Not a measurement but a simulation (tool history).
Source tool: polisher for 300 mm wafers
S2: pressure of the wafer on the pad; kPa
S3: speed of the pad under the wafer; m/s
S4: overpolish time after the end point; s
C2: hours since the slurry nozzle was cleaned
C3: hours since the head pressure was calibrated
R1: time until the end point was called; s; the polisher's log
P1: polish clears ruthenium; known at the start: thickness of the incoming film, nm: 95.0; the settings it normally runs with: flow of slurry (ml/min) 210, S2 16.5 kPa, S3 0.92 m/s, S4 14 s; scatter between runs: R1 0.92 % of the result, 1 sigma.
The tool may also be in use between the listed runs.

Run 1, hour 4.1: flow of slurry (ml/min) 210, S2 16.5 kPa, S3 0.92 m/s, S4 14 s; wafers polished on this pad 259; C2 324.4; C3 303.4. Result: R1 64.185 s.
Run 2, hour 10.1: flow of slurry (ml/min) 210, S2 16.5 kPa, S3 0.92 m/s, S4 4 s; wafers polished on this pad 299; C2 330.4; C3 309.4. Result: R1 63.831 s.
Run 3, hour 17: flow of slurry (ml/min) 210, S2 23.4 kPa, S3 0.92 m/s, S4 14 s; wafers polished on this pad 346; C2 337.3; C3 316.3. Result: R1 46.213 s.
Run 4, hour 21.7: flow of slurry (ml/min) 210, S2 16.5 kPa, S3 0.92 m/s, S4 14 s; wafers polished on this pad 378; C2 342; C3 321. Result: R1 63.41 s.
Run 5, hour 29.2: flow of slurry (ml/min) 210, S2 16.5 kPa, S3 0.42 m/s, S4 14 s; wafers polished on this pad 429; C2 349.5; C3 328.5. Result: R1 140.66 s.
Run 6, hour 36.9: flow of slurry (ml/min) 125, S2 16.5 kPa, S3 0.92 m/s, S4 14 s; wafers polished on this pad 481; C2 357.2; C3 336.2. Result: R1 69.725 s.
Run 7, hour 45.5: flow of slurry (ml/min) 125, S2 9 kPa, S3 0.92 m/s, S4 14 s; wafers polished on this pad 539; C2 365.8; C3 344.8. Result: R1 129.36 s.
At hour 53.6: slurry nozzle cleaned.
Run 8, hour 53.9: flow of slurry (ml/min) 210, S2 16.5 kPa, S3 0.92 m/s, S4 25 s; wafers polished on this pad 596; C2 0.3; C3 353.2. Result: R1 64.704 s.
Run 9, hour 59.7: flow of slurry (ml/min) 210, S2 16.5 kPa, S3 0.92 m/s, S4 14 s; wafers polished on this pad 635; C2 6.1; C3 359. Result: R1 64.11 s.
Run 10, hour 65.7: flow of slurry (ml/min) 275, S2 16.5 kPa, S3 0.92 m/s, S4 14 s; wafers polished on this pad 676; C2 12.1; C3 365. Result: R1 61.081 s.
Run 11, hour 70.2: flow of slurry (ml/min) 210, S2 16.5 kPa, S3 0.92 m/s, S4 14 s; wafers polished on this pad 706; C2 16.6; C3 369.5. Result: R1 64.622 s.
Run 12, hour 77.2: flow of slurry (ml/min) 210, S2 16.5 kPa, S3 1.18 m/s, S4 14 s; wafers polished on this pad 754; C2 23.6; C3 376.5. Result: R1 51.177 s.
Run 13, hour 83.7: flow of slurry (ml/min) 210, S2 7.6 kPa, S3 0.92 m/s, S4 14 s; wafers polished on this pad 798; C2 30.1; C3 383. Result: R1 137.96 s.
Run 14, hour 89.2: flow of slurry (ml/min) 320, S2 16.5 kPa, S3 1.36 m/s, S4 14 s; wafers polished on this pad 835; C2 35.6; C3 388.5. Result: R1 40.908 s.
Run 15, hour 94.6: flow of slurry (ml/min) 210, S2 16.5 kPa, S3 0.92 m/s, S4 14 s; wafers polished on this pad 872; C2 41; C3 393.9. Result: R1 64.22 s.
Run 16, hour 100.2: flow of slurry (ml/min) 270, S2 16.5 kPa, S3 0.92 m/s, S4 9 s; wafers polished on this pad 910; C2 46.6; C3 399.5. Result: R1 63.261 s.
Run 17, hour 104.8: flow of slurry (ml/min) 210, S2 16.5 kPa, S3 0.92 m/s, S4 14 s; wafers polished on this pad 941; C2 51.2; C3 404.1. Result: R1 63.732 s.
Run 18, hour 114: flow of slurry (ml/min) 210, S2 16.5 kPa, S3 0.92 m/s, S4 14 s; wafers polished on this pad 1003; C2 60.4; C3 413.3. Result: R1 66.601 s.
Run 19, hour 121.1: flow of slurry (ml/min) 210, S2 16.5 kPa, S3 0.92 m/s, S4 14 s; wafers polished on this pad 1051; C2 67.5; C3 420.4. Result: R1 67.177 s.
Run 20, hour 125.4: flow of slurry (ml/min) 210, S2 16.5 kPa, S3 0.92 m/s, S4 14 s; wafers polished on this pad 1080; C2 71.8; C3 424.7. Result: R1 67.116 s.
At hour 127.8: head pressure recalibrated.
Run 21, hour 130.9: flow of slurry (ml/min) 210, S2 16.5 kPa, S3 0.92 m/s, S4 14 s; wafers polished on this pad 1117; C2 77.3; C3 3.2. Result: R1 67.347 s.
Run 22, hour 136.7: flow of slurry (ml/min) 210, S2 16.5 kPa, S3 0.92 m/s, S4 14 s; wafers polished on this pad 1157; C2 83.1; C3 9. Result: R1 68.701 s.
Run 23, hour 144.9: flow of slurry (ml/min) 210, S2 16.5 kPa, S3 0.92 m/s, S4 14 s; wafers polished on this pad 1212; C2 91.3; C3 17.2. Result: R1 68.75 s.
Run 24, hour 153.1: flow of slurry (ml/min) 210, S2 16.5 kPa, S3 0.92 m/s, S4 14 s; wafers polished on this pad 1268; C2 99.5; C3 25.4. Result: R1 69.05 s.
Run 25, hour 160.7: flow of slurry (ml/min) 210, S2 16.5 kPa, S3 0.92 m/s, S4 14 s; wafers polished on this pad 1319; C2 107.1; C3 33. Result: R1 69.696 s.
Run 26, hour 167.3: flow of slurry (ml/min) 210, S2 16.5 kPa, S3 0.92 m/s, S4 14 s; wafers polished on this pad 1364; C2 113.7; C3 39.6. Result: R1 70.049 s.

P1 has crept away from where it was. The log is fitted equally well by each of these 2 causes, at the sizes shown:
A: removal rate lost through wear of the pad, % = 7
B: slurry flow missing at the pad, % = 36.8
Creep in the process output first set in at about hour 104.8.
What rules out each remaining cause:
head's pressure below its setpoint, %: serviced at hour 127.8, after the drift had started, without restoring the earlier output

Of the 4 check runs below, each run on 3 wafers with the results averaged and each result still a question mark, which one would tell the listed causes apart?
Run check 1, hour 173.9: flow of slurry (ml/min) 210, S2 16.5 kPa, S3 1.1 m/s, S4 4 s. Result: R1 ?.
Run check 2, hour 173.9: flow of slurry (ml/min) 210, S2 21.4 kPa, S3 0.92 m/s, S4 14 s. Result: R1 ?.
Run check 3, hour 173.9: flow of slurry (ml/min) 210, S2 22.8 kPa, S3 0.92 m/s, S4 14 s. Result: R1 ?.
Run check 4, hour 173.9: flow of slurry (ml/min) 125, S2 16.5 kPa, S3 0.92 m/s, S4 7 s. Result: R1 ?.

How each check would come out, cause by cause:
  check  result    if A    if B
check 1      R1  57.905  57.899
check 2      R1  53.601  53.595
check 3      R1  50.352  50.347
check 4      R1  75.332  78.661
Separation of the two closest causes in each check, using whichever result separates them best: check 1 0.01 %; check 2 0.01 %; check 3 0.01 %; check 4 4.32 %
Only check 4 tells the causes apart: in the others they would give nearly the same result.

Check 4 was carried out, with these results: R1 78.81 s. Which of the listed causes is responsible?

The cause is B: slurry flow missing at the pad, %.
